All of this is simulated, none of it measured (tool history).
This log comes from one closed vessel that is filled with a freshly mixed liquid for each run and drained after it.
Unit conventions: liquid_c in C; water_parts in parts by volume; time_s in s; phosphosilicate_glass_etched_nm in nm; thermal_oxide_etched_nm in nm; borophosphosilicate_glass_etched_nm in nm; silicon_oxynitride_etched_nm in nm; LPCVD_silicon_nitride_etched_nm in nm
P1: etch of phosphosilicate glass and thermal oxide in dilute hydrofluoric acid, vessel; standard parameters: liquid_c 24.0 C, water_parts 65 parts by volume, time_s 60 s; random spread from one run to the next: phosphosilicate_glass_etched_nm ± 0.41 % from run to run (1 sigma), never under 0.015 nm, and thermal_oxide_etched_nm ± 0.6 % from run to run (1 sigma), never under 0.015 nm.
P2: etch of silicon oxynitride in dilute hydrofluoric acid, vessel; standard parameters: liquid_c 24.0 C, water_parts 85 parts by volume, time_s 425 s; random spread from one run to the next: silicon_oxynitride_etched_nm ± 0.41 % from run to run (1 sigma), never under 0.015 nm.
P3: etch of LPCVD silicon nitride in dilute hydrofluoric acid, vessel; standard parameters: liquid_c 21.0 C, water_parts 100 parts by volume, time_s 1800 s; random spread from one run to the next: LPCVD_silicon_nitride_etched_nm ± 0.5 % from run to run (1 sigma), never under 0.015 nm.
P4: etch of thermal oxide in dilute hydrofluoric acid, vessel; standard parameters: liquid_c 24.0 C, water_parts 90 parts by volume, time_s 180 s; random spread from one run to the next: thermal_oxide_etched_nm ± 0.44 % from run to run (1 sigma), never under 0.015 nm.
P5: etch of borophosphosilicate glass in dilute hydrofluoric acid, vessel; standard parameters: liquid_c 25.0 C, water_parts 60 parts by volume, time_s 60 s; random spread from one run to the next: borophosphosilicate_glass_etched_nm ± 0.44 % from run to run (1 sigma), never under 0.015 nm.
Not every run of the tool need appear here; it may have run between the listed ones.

run   hour  process  liquid_c  water_parts  time_s  hours since the thermometer was replaced  hours since the hydrofluoric acid flow meter was replaced  phosphosilicate_glass_etched_nm  thermal_oxide_etched_nm  borophosphosilicate_glass_etched_nm  silicon_oxynitride_etched_nm  LPCVD_silicon_nitride_etched_nm
  1    7.3       P1      24.0           65      60                                     828.7                                                      863.2                          142.050                   4.2277
  2   17.0       P4      24.0           90     180                                     838.4                                                      872.9                                                    9.4168
  3   26.3       P5      25.0           90      60                                     847.7                                                      882.2                                                                                         18.274
  4   40.7       P4      17.0           90     180                                     862.1                                                      896.6                                                    7.0790
  5   51.3       P2      24.0           85     425                                     872.7                                                      907.2                                                                                                                      24.2910
  6   61.4       P2      24.0           85     425                                     882.8                                                      917.3                                                                                                                      24.2870
  7   77.4       P3      21.0           20    1800                                     898.8                                                      933.3                                                                                                                                                       34.5800
  8   88.1       P2      24.0           40     425                                     909.5                                                      944.0                                                                                                                      53.6550
  9  103.7       P3      21.0          100    3470                                     925.1                                                      959.6                                                                                                                                                       13.9650
 10  116.3       P1      24.0           65      60                                     937.7                                                      972.2                          142.810                   4.2642
 11  123.8       P3      17.0          100    1800                                     945.2                                                      979.7                                                                                                                                                        5.5609
 12  135.3       P1      24.0           65     110                                     956.7                                                      991.2                          261.080                   7.7558
 13  149.6       P5      25.0           60      60                                     971.0                                                     1005.5                                                                                         28.477
 14  159.0       P4      24.0           45     180                                     980.4                                                     1014.9                                                   19.9260
 15  173.5       P1      17.0           65      60                                     994.9                                                     1029.4                          106.590                   3.1572
     175.1  -- hydrofluoric acid flow meter replaced
 16  185.6       P1      30.5           65      60                                    1007.0                                                       10.5                          185.170                   5.5164
 17  197.0       P5      25.0           60     105                                    1018.4                                                       21.9                                                                                         49.896
 18  208.8       P1      24.0           65      60                                    1030.2                                                       33.7                          142.680                   4.2540
 19  217.7       P1      24.0           65      60                                    1039.1                                                       42.6                          142.620                   4.2485
 20  233.8       P1      24.0           65      60                                    1055.2                                                       58.7                          142.650                   4.2309
 21  244.6       P2      29.0           85     425                                    1066.0                                                       69.5                                                                                                                      30.5730
 22  256.8       P5      18.5           60      60                                    1078.2                                                       81.7                                                                                         21.833
 23  267.1       P4      24.0           90     180                                    1088.5                                                       92.0                                                    9.5187
 24  276.7       P1      24.0           65      30                                    1098.1                                                      101.6                           71.380                   2.1066
 25  285.8       P2      24.0           85      30                                    1107.2                                                      110.7                                                                                                                       1.7092
 26  296.8       P3      21.0          100    1800                                    1118.2                                                      121.7                                                                                                                                                        7.2697
 27  312.8       P1      24.0          110      60                                    1134.2                                                      137.7                           80.282                   2.3540
 28  323.0       P1      29.0           65      30                                    1144.4                                                      147.9                           87.181                   2.5701
 29  334.3       P4      24.0           90      30                                    1155.7                                                      159.2                                                    1.5801
 30  349.7       P1      24.0           35      60                                    1171.1                                                      174.6                          275.610                   8.2097
 31  362.1       P5      25.0           60      60                                    1183.5                                                      187.0                                                                                         28.638
 32  375.6       P1      24.0           65      60                                    1197.0                                                      200.5                          142.950                   4.2298
 33  387.6       P1      24.0           65      60                                    1209.0                                                      212.5                          139.570                   4.1528
 34  397.3       P1      24.0           65      60                                    1218.7                                                      222.2                          138.350                   4.0758
 35  409.8       P1      24.0           65      60                                    1231.2                                                      234.7                          136.400                   4.0357
 36  422.0       P1      24.0           65      60                                    1243.4                                                      246.9                          134.420                   4.0235
 37  432.4       P1      24.0           65      60                                    1253.8                                                      257.3                          134.470                   3.9811
 38  444.7       P1      24.0           65      60                                    1266.1                                                      269.6                          132.380                   3.9275
 39  456.9       P1      24.0           65      60                                    1278.3                                                      281.8                          132.400                   3.9647
 40  468.1       P1      24.0           65      60                                    1289.5                                                      293.0                          132.350                   3.8744
 41  479.4       P1      24.0           65      60                                    1300.8                                                      304.3                          132.080                   3.9198
 42  495.5       P1      24.0           65      60                                    1316.9                                                      320.4                          132.220                   3.9179
 43  503.0       P1      24.0           65      60                                    1324.4                                                      327.9                          132.590                   3.9022

The output of P1 has drifted from where it used to be. Each of the 2 causes below, taken at the size shown beside it, accounts for the log equally well:
A: liquid colder than its thermometer reads (K) = 1.87
B: hydrofluoric acid flow below the setpoint (%) = 6.8
Onset of the creep was near hour 375.6.

Of the 4 check runs listed below, each run on one wafer and each result written as a question mark, which would let you distinguish the listed causes because they would give clearly different results?
check 1  510.5       P3      21.0           30    3365                                                                                                                                                                                                                                                                  ?
check 2  510.5       P5      21.5           90      60                                                                                                                                                                                                   ?
check 3  510.5       P2      28.5           85      55                                                                                                                                                                                                                                 ?
check 4  510.5       P4      21.0           90      40                                                                                                                                                              ?

What every check run would give for each of its results, assuming each possible cause in turn:
  check                               result     if A     if B
check 1      LPCVD_silicon_nitride_etched_nm  38.5060  41.0140
check 2  borophosphosilicate_glass_etched_nm   14.717   14.699
check 3         silicon_oxynitride_etched_nm   3.5492   3.5851
check 4              thermal_oxide_etched_nm   1.7204   1.7191
Smallest distance between any two causes, each pair judged by its most separating result, in per cent: check 1 6.31 %; check 2 0.12 %; check 3 1 %; check 4 0.08 %
Check 1 is the one run that separates the causes; every other check would come out nearly the same whichever cause is at work.

Then check 1 was run and gave: LPCVD_silicon_nitride_etched_nm 41.0720 nm. Which cause is it?

B is the cause: hydrofluoric acid flow below the setpoint (%).
